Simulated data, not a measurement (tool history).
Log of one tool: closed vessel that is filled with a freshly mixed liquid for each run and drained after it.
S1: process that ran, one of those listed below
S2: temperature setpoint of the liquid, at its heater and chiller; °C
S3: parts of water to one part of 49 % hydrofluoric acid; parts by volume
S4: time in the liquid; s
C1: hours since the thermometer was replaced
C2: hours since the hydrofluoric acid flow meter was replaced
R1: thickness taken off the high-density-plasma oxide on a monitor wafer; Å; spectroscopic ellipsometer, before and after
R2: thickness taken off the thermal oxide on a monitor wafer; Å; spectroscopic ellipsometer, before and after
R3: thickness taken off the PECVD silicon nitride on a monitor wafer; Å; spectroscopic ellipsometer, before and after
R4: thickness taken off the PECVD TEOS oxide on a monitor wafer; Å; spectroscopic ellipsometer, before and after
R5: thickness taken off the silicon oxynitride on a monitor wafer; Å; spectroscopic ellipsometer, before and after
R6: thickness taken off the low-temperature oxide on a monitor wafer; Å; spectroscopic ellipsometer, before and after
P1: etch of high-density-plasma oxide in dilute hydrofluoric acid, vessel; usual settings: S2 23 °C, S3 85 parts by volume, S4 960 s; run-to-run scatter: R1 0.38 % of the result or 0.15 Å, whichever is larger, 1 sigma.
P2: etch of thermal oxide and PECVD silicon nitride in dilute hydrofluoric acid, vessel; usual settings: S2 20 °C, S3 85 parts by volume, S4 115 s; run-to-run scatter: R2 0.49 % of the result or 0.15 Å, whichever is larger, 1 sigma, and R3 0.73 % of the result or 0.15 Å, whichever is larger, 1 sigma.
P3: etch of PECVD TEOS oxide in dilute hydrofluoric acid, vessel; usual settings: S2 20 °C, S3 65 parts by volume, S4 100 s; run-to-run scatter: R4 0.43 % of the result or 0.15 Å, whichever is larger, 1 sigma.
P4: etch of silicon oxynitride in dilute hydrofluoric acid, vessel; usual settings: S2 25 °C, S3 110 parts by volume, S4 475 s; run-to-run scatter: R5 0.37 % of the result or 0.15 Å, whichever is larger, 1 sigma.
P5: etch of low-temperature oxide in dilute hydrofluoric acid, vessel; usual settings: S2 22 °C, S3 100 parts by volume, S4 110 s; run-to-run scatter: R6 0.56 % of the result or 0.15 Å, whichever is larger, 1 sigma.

run,day,S1,S2,S3,S4,C1,C2,R1,R2,R3,R4,R5,R6
1,0.488,P1,23,85,960,2094.8,323.8,567.21,,,,,
2,1.1,P1,23,85,1570,2109.5,338.5,923.13,,,,,
3,1.529,P1,23,85,960,2119.8,348.8,563.18,,,,,
4,2.083,P1,23,85,960,2133.1,362.1,562.67,,,,,
5,2.683,P2,17,85,115,2147.5,376.5,,48.78,23.947,,,
6,3.083,P1,27.5,85,215,2157.1,386.1,151.75,,,,,
7,3.692,P1,23,85,960,2171.7,400.7,568.15,,,,,
8,4.188,P3,20,65,100,2183.6,412.6,,,,204.52,,
9,4.933,P4,32.5,110,475,2201.5,430.5,,,,,199.04,
10,5.258,P4,25,110,475,2209.3,438.3,,,,,141.32,
11,5.667,P1,28.5,85,265,2219.1,448.1,191.7,,,,,
12,6.2,P5,22,100,110,2231.9,460.9,,,,,,194.06
13,6.525,P3,17,65,100,2239.7,468.7,,,,178.45,,
14,7.025,P1,23,85,960,2251.7,480.7,564.4,,,,,
15,7.392,P4,25,165,475,2260.5,489.5,,,,,89.544,
16,7.746,P1,27.5,85,960,2269,498,677.58,,,,,
17,8.271,P2,20,35,115,2281.6,510.6,,141.83,69.805,,,
18,8.617,P3,20,65,30,2289.9,518.9,,,,61.25,,
19,9.296,P5,22,100,110,2306.2,535.2,,,,,,196.69
20,9.688,P1,29.5,25,960,2315.6,544.6,2714.4,,,,,
21,10.358,P1,23,125,960,2331.7,560.7,366.26,,,,,
22,10.825,P1,23,50,960,2342.9,571.9,1001.1,,,,,
23,11.488,P1,23,85,295,2358.8,587.8,173.15,,,,,
24,11.817,P1,23,85,960,2366.7,595.7,564.8,,,,,
25,12.167,P5,27.5,100,110,2375.1,604.1,,,,,,240.28
26,12.571,P1,18,85,960,2384.8,613.8,457.42,,,,,
27,13.242,P5,22,100,175,2400.9,629.9,,,,,,310.2
28,13.583,P4,25,110,90,2409.1,638.1,,,,,26.74,
29,14.325,P2,20,85,115,2426.9,655.9,,54.97,29.417,,,
30,14.65,P3,20,100,100,2434.7,663.7,,,,127.12,,
31,15.038,P2,20,85,115,2444,673,,55.147,29.112,,,
32,15.575,P5,22,160,110,2456.9,685.9,,,,,,113.87
33,16.304,P2,20,85,30,2474.4,703.4,,14.426,7.9093,,,
34,16.979,P1,23,85,960,2490.6,719.6,564.84,,,,,
35,17.375,P1,23,85,960,2500.1,729.1,577.63,,,,,
36,17.796,P1,23,85,960,2510.2,739.2,586.14,,,,,
37,18.279,P1,23,85,960,2521.8,750.8,593.52,,,,,
38,18.621,P1,23,85,960,2530,759,593.55,,,,,
39,19.158,P1,23,85,960,2542.9,771.9,597.82,,,,,
40,19.512,P1,23,85,960,2551.4,780.4,595.45,,,,,
41,20.017,P1,23,85,960,2563.5,792.5,601.18,,,,,
42,20.496,P1,23,85,960,2575,804,604.16,,,,,
43,21.192,P1,23,85,960,2591.7,820.7,603.53,,,,,
44,21.817,P1,23,85,960,2606.7,835.7,602.69,,,,,

What P1 gives has crept away from where it was. These 2 causes fit the log equally well, each at the size given:
A: liquid hotter than its thermometer reads (K) = 1.68
B: hydrofluoric acid flow above the setpoint (%) = 6.28
The creep began at about day 16.979.

4 check runs are offered, each on 3 wafers whose results are averaged, their results left as question marks. Which one tells the causes apart?
check 1,22.442,P2,20,60,40,,,,?,?,,,
check 2,22.442,P5,27.5,100,110,,,,,,,,?
check 3,22.442,P4,32.5,145,475,,,,,,,?,
check 4,22.442,P3,17,65,30,,,,,,?,,

What each check would give under each cause:
check,result,if A,if B
check 1,R2,29.995,29.84
check 1,R3,16.136,15.256
check 2,R6,257.04,258.3
check 3,R5,155.57,155.45
check 4,R4,57.871,57.48
How far apart the two closest causes lie, in the result that separates them most: check 1 5.61 %; check 2 0.49 %; check 3 0.08 %; check 4 0.68 %
Check 1 tells the causes apart: in the others they would give nearly the same result.

Check 1 was then run and gave: R2 29.856 Å; R3 15.204 Å. Which cause is it?

It is B: hydrofluoric acid flow above the setpoint (%).
